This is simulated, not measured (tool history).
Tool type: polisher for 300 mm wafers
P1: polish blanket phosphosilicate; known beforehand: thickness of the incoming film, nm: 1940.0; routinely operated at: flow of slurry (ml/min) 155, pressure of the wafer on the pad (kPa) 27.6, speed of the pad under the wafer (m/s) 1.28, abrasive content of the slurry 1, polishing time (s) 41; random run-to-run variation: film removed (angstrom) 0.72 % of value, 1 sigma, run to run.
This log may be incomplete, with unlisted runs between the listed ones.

| run | hour | flow of slurry (ml/min) | pressure of the wafer on the pad (kPa) | speed of the pad under the wafer (m/s) | abrasive content of the slurry | polishing time (s) | wafers polished on this pad | hours since the slurry nozzle was cleaned | hours since the head pressure was calibrated | hours since the slurry blender was calibrated | hours since the conditioning disc was replaced | film removed (angstrom) |
|---|---|---|---|---|---|---|---|---|---|---|---|---|
| 1 | 3.9 | 155 | 27.6 | 1.28 | 1 | 41 | 605 | 307.3 | 364.4 | 290.2 | 88.4 | 5661.5 |
| 2 | 8 | 155 | 17.9 | 1.28 | 1 | 41 | 652 | 311.4 | 368.5 | 294.3 | 92.5 | 3670.1 |
| 3 | 13.1 | 95 | 27.6 | 1.28 | 1 | 41 | 711 | 316.5 | 373.6 | 299.4 | 97.6 | 5124.5 |
| 4 | 17.1 | 155 | 27.6 | 1.28 | 0.5 | 41 | 757 | 320.5 | 377.6 | 303.4 | 101.6 | 3925.1 |
| 5 | 21 | 155 | 27.6 | 1.28 | 1 | 41 | 802 | 324.4 | 381.5 | 307.3 | 105.5 | 5669.7 |
| 6 | 24.6 | 155 | 13.1 | 0.86 | 1 | 41 | 843 | 328 | 385.1 | 310.9 | 109.1 | 1974.7 |
| 7 | 27.5 | 220 | 27.6 | 1.28 | 1 | 41 | 876 | 330.9 | 388 | 313.8 | 112 | 5936.3 |
| 8 | 32.3 | 155 | 27.6 | 1.28 | 1 | 24 | 931 | 335.7 | 392.8 | 318.6 | 116.8 | 3332 |
| 9 | 36.9 | 155 | 27.6 | 1.96 | 1 | 41 | 984 | 340.3 | 397.4 | 323.2 | 121.4 | 7971 |
|  | 39.4 | conditioning disc replaced and pad reconditioned |
| 10 | 41.4 | 155 | 27.6 | 0.58 | 1 | 41 | 1036 | 344.8 | 401.9 | 327.7 | 2 | 3034.6 |
| 11 | 44.7 | 155 | 27.6 | 1.28 | 1 | 58 | 1074 | 348.1 | 405.2 | 331 | 5.3 | 8037.5 |
| 12 | 49 | 155 | 27.6 | 1.28 | 1.45 | 41 | 1123 | 352.4 | 409.5 | 335.3 | 9.6 | 6660.8 |
| 13 | 53.1 | 155 | 27.6 | 1.28 | 1 | 41 | 1170 | 356.5 | 413.6 | 339.4 | 13.7 | 5726.8 |
| 14 | 57.3 | 155 | 42.7 | 1.28 | 1 | 41 | 1219 | 360.7 | 417.8 | 343.6 | 17.9 | 8842 |
| 15 | 60 | 155 | 27.6 | 1.28 | 1 | 41 | 1250 | 363.4 | 420.5 | 346.3 | 20.6 | 5716.9 |
| 16 | 62.6 | 155 | 27.6 | 1.28 | 1 | 41 | 1279 | 366 | 423.1 | 348.9 | 23.2 | 5713.2 |
| 17 | 65.5 | 155 | 27.6 | 1.28 | 1 | 41 | 1313 | 368.9 | 426 | 351.8 | 26.1 | 5509.9 |
| 18 | 68 | 155 | 27.6 | 1.28 | 1 | 41 | 1342 | 371.4 | 428.5 | 354.3 | 28.6 | 5400.2 |
| 19 | 72.5 | 155 | 27.6 | 1.28 | 1 | 41 | 1393 | 375.9 | 433 | 358.8 | 33.1 | 5238.9 |
|  | 75.6 | slurry nozzle cleaned |
|  | 75.6 | conditioning disc replaced and pad reconditioned |
| 20 | 75.9 | 155 | 27.6 | 1.28 | 1 | 41 | 1432 | 0.3 | 436.4 | 362.2 | 0.4 | 5298.3 |
| 21 | 78.7 | 155 | 27.6 | 1.28 | 1 | 41 | 1464 | 3.1 | 439.2 | 365 | 3.2 | 5227.9 |
|  | 83.4 | head pressure recalibrated |
| 22 | 83.9 | 155 | 27.6 | 1.28 | 1 | 41 | 1524 | 8.3 | 0.5 | 370.2 | 8.4 | 5212.9 |
| 23 | 88.1 | 155 | 27.6 | 1.28 | 1 | 41 | 1572 | 12.5 | 4.7 | 374.4 | 12.6 | 5232.1 |
| 24 | 91.9 | 155 | 27.6 | 1.28 | 1 | 41 | 1616 | 16.3 | 8.5 | 378.2 | 16.4 | 5224.6 |

P1 no longer gives what it gave before; its output has crept away from where it was. The following 2 causes, each at its listed size, fit the log equally well:
A: abrasive missing from the slurry, % = 17.3
B: removal rate lost through wear of the pad, % = 8.68
The gradual shift began around hour 62.6.
Other possible causes, and why each is ruled out:
slurry flow missing at the pad, %: maintenance at hour 75.6, after the shift began, did not return the process to its former output
head's pressure below its setpoint, %: maintenance at hour 83.4, after the shift began, did not return the process to its former output
time polished since the conditioner stopped cutting, s: maintenance at hour 75.6, after the shift began, did not return the process to its former output

Of the 4 check runs below, each run on 5 wafers with the results averaged and each result still a question mark, which one would tell the listed causes apart?
| check 1 | 95.7 | 155 | 40 | 1.28 | 1 | 41 |  |  |  |  |  | ? |
| check 2 | 95.7 | 155 | 27.6 | 1.28 | 0.55 | 41 |  |  |  |  |  | ? |
| check 3 | 95.7 | 205 | 41.4 | 1.28 | 1 | 41 |  |  |  |  |  | ? |
| check 4 | 95.7 | 210 | 20.7 | 1.28 | 1 | 41 |  |  |  |  |  | ? |

What every check run would give for each of its results, assuming each possible cause in turn:
| check | result | if A | if B |
|---|---|---|---|
| check 1 | film removed (angstrom) | 7518.8 | 7519.1 |
| check 2 | film removed (angstrom) | 3675.9 | 3779.9 |
| check 3 | film removed (angstrom) | 8109.5 | 8109.8 |
| check 4 | film removed (angstrom) | 4067.4 | 4067.5 |
How far apart the two closest causes lie, in the result that separates them most: check 1 0 %; check 2 2.79 %; check 3 0 %; check 4 0 %
The causes can be told apart only by check 2. The other checks would give nearly the same results under each of them.

Here is what check 2 returned: film removed (angstrom) 3783.7. Which cause is it?

It is B: removal rate lost through wear of the pad, %.

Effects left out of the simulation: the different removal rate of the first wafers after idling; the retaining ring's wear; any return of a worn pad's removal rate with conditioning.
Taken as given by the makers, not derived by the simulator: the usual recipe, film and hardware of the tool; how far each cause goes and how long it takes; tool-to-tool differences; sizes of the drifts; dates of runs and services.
